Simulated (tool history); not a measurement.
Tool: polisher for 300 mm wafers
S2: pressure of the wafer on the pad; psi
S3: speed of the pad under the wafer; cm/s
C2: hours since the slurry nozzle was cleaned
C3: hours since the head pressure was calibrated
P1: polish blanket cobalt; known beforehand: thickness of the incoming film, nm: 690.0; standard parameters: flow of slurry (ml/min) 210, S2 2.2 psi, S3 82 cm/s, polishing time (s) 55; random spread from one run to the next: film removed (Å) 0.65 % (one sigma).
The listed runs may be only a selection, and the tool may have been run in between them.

Run 1, day 0.358: flow of slurry (ml/min) 210, S2 2.2 psi, S3 82 cm/s, polishing time (s) 55; wafers polished on this pad 284; C2 307; C3 155.1. Result: film removed (Å) 1968.8.
Run 2, day 0.879: flow of slurry (ml/min) 210, S2 2.2 psi, S3 82 cm/s, polishing time (s) 55; wafers polished on this pad 417; C2 319.5; C3 167.6. Result: film removed (Å) 2002.4.
Run 3, day 1.35: flow of slurry (ml/min) 210, S2 3.5 psi, S3 82 cm/s, polishing time (s) 77; wafers polished on this pad 538; C2 330.8; C3 178.9. Result: film removed (Å) 4375.5.
Run 4, day 1.708: flow of slurry (ml/min) 210, S2 2.2 psi, S3 82 cm/s, polishing time (s) 55; wafers polished on this pad 631; C2 339.4; C3 187.5. Result: film removed (Å) 1968.
Run 5, day 2.108: flow of slurry (ml/min) 210, S2 2.2 psi, S3 42 cm/s, polishing time (s) 55; wafers polished on this pad 733; C2 349; C3 197.1. Result: film removed (Å) 1016.2.
Run 6, day 2.612: flow of slurry (ml/min) 335, S2 2.2 psi, S3 82 cm/s, polishing time (s) 55; wafers polished on this pad 863; C2 361.1; C3 209.2. Result: film removed (Å) 2066.5.
Run 7, day 2.979: flow of slurry (ml/min) 210, S2 2.2 psi, S3 126 cm/s, polishing time (s) 79; wafers polished on this pad 957; C2 369.9; C3 218. Result: film removed (Å) 4352.6.
Run 8, day 3.308: flow of slurry (ml/min) 210, S2 2.2 psi, S3 82 cm/s, polishing time (s) 55; wafers polished on this pad 1042; C2 377.8; C3 225.9. Result: film removed (Å) 1967.8.
Run 9, day 3.742: flow of slurry (ml/min) 210, S2 2.2 psi, S3 82 cm/s, polishing time (s) 55; wafers polished on this pad 1153; C2 388.2; C3 236.3. Result: film removed (Å) 1977.4.
Run 10, day 4.3: flow of slurry (ml/min) 125, S2 2.2 psi, S3 82 cm/s, polishing time (s) 55; wafers polished on this pad 1297; C2 401.6; C3 249.7. Result: film removed (Å) 1801.9.
Run 11, day 4.642: flow of slurry (ml/min) 210, S2 2.2 psi, S3 82 cm/s, polishing time (s) 55; wafers polished on this pad 1385; C2 409.8; C3 257.9. Result: film removed (Å) 1954.5.
At day 4.908: worn pad replaced by a new one.
At day 4.946: head pressure recalibrated.
Run 12, day 5.033: flow of slurry (ml/min) 210, S2 2.2 psi, S3 116 cm/s, polishing time (s) 55; wafers polished on this pad 32; C2 419.2; C3 2.1. Result: film removed (Å) 2771.9.
Run 13, day 5.433: flow of slurry (ml/min) 210, S2 1.1 psi, S3 82 cm/s, polishing time (s) 55; wafers polished on this pad 135; C2 428.8; C3 11.7. Result: film removed (Å) 974.05.
Run 14, day 5.788: flow of slurry (ml/min) 210, S2 2.9 psi, S3 82 cm/s, polishing time (s) 55; wafers polished on this pad 226; C2 437.3; C3 20.2. Result: film removed (Å) 2600.4.
Run 15, day 6.183: flow of slurry (ml/min) 210, S2 2.2 psi, S3 82 cm/s, polishing time (s) 39; wafers polished on this pad 328; C2 446.8; C3 29.7. Result: film removed (Å) 1402.9.
Run 16, day 6.567: flow of slurry (ml/min) 210, S2 2.2 psi, S3 82 cm/s, polishing time (s) 86; wafers polished on this pad 426; C2 456; C3 38.9. Result: film removed (Å) 3089.7.
Run 17, day 6.812: flow of slurry (ml/min) 210, S2 2.2 psi, S3 82 cm/s, polishing time (s) 55; wafers polished on this pad 490; C2 461.9; C3 44.8. Result: film removed (Å) 1990.5.
Run 18, day 7.35: flow of slurry (ml/min) 210, S2 2.2 psi, S3 82 cm/s, polishing time (s) 55; wafers polished on this pad 628; C2 474.8; C3 57.7. Result: film removed (Å) 1925.9.
Run 19, day 7.642: flow of slurry (ml/min) 210, S2 2.2 psi, S3 82 cm/s, polishing time (s) 55; wafers polished on this pad 703; C2 481.8; C3 64.7. Result: film removed (Å) 1901.8.
Run 20, day 8.075: flow of slurry (ml/min) 210, S2 2.2 psi, S3 82 cm/s, polishing time (s) 55; wafers polished on this pad 814; C2 492.2; C3 75.1. Result: film removed (Å) 1890.4.

What will run 21 give?
Run 21, day 8.454: flow of slurry (ml/min) 210, S2 2.2 psi, S3 82 cm/s, polishing time (s) 55; wafers polished on this pad 912; C2 501.3; C3 84.2. Result: film removed (Å) ?.

film removed (Å): 1876

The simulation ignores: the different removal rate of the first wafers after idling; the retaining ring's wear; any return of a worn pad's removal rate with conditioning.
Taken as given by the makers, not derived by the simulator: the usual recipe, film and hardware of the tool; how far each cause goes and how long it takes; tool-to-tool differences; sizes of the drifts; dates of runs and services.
